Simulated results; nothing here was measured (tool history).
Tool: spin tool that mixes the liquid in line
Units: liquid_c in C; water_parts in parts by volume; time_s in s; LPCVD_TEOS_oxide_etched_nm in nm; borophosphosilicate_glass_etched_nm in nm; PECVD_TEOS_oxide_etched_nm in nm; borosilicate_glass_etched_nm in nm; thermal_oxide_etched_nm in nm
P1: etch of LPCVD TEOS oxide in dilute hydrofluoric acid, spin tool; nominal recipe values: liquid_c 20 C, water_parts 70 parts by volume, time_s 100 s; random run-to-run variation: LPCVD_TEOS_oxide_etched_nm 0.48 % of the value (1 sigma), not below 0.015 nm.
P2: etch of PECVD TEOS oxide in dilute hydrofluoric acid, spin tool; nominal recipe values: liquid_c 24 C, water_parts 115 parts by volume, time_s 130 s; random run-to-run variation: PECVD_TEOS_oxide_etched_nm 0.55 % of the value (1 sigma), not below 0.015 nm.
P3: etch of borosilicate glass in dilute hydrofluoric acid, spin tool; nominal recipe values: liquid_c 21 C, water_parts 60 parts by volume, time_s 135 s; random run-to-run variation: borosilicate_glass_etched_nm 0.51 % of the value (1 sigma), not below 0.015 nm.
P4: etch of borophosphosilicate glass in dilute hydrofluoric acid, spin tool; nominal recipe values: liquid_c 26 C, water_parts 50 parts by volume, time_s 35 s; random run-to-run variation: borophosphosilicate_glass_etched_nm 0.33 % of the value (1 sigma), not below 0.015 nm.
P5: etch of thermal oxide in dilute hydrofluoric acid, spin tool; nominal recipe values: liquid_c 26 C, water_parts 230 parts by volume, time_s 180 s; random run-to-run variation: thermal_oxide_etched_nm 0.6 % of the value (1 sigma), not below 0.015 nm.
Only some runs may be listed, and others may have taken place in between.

run	hour	process	liquid_c	water_parts	time_s	hours since the thermometer was replaced	hours since the hydrofluoric acid flow meter was replaced	LPCVD_TEOS_oxide_etched_nm	borophosphosilicate_glass_etched_nm	PECVD_TEOS_oxide_etched_nm	borosilicate_glass_etched_nm	thermal_oxide_etched_nm
1	7.2	P1	20	70	100	1678.8	1096.7	43.4				
2	16.3	P4	21	50	35	1687.9	1105.8		41.336			
3	22.1	P2	24	40	130	1693.7	1111.6			96.528		
4	26.4	P2	24	115	30	1698	1115.9			7.0263		
5	33	P4	26	50	35	1704.6	1122.5		51.385			
6	39.6	P1	20	70	175	1711.2	1129.1	76.374				
7	47.3	P1	20	70	100	1718.9	1136.8	43.63				
8	53.2	P3	21	60	45	1724.8	1142.7				16.711	
9	59.5	P3	21	60	135	1731.1	1149				50.24	
10	66	P3	21	90	135	1737.6	1155.5				32.583	
11	70.1	P4	26	50	15	1741.7	1159.6		21.744			
12	78.7	P5	26	230	180	1750.3	1168.2					3.4859
13	84.8	P1	20	100	100	1756.4	1174.3	29.244				
14	90.2	P1	20	20	100	1761.8	1179.7	161.69				
15	98.1	P1	20	70	100	1769.7	1187.6	43.553				
16	105.4	P1	25.5	70	25	1777	1194.9	13.528				
17	109.7	P2	24	115	130	1781.3	1199.2			30.238		
18	117.3	P5	26	230	60	1788.9	1206.8					1.1794
19	123.3	P1	17	70	100	1794.9	1212.8	38.563				
20	128.4	P1	26.5	70	100	1800	1217.9	56.222				
21	137.4	P5	34	230	180	1809	1226.9					4.6174
22	144.4	P1	20	30	50	1816	1233.9	52.606				
23	148.4	P1	20	70	100	1820	1237.9	43.435				
24	153.4	P4	26	75	35	1825	1242.9		32.783			
25	159.6	P1	20	70	100	1831.2	1249.1	42.944				
26	167.2	P5	26	410	180	1838.8	1256.7					1.6732
# hour 167.9: thermometer replaced
27	174	P2	24	115	130	6.1	1263.5			30.205		
28	178	P2	29	115	130	10.1	1267.5			36.769		
29	185.6	P4	26	50	35	17.7	1275.1		50.988			
30	194.2	P1	20	70	15	26.3	1283.7	6.5582				

Forecast run 31:
31	199	P1	20	70	100	31.1	1288.5	?				

Logged for run 31: LPCVD_TEOS_oxide_etched_nm 43.401 nm.

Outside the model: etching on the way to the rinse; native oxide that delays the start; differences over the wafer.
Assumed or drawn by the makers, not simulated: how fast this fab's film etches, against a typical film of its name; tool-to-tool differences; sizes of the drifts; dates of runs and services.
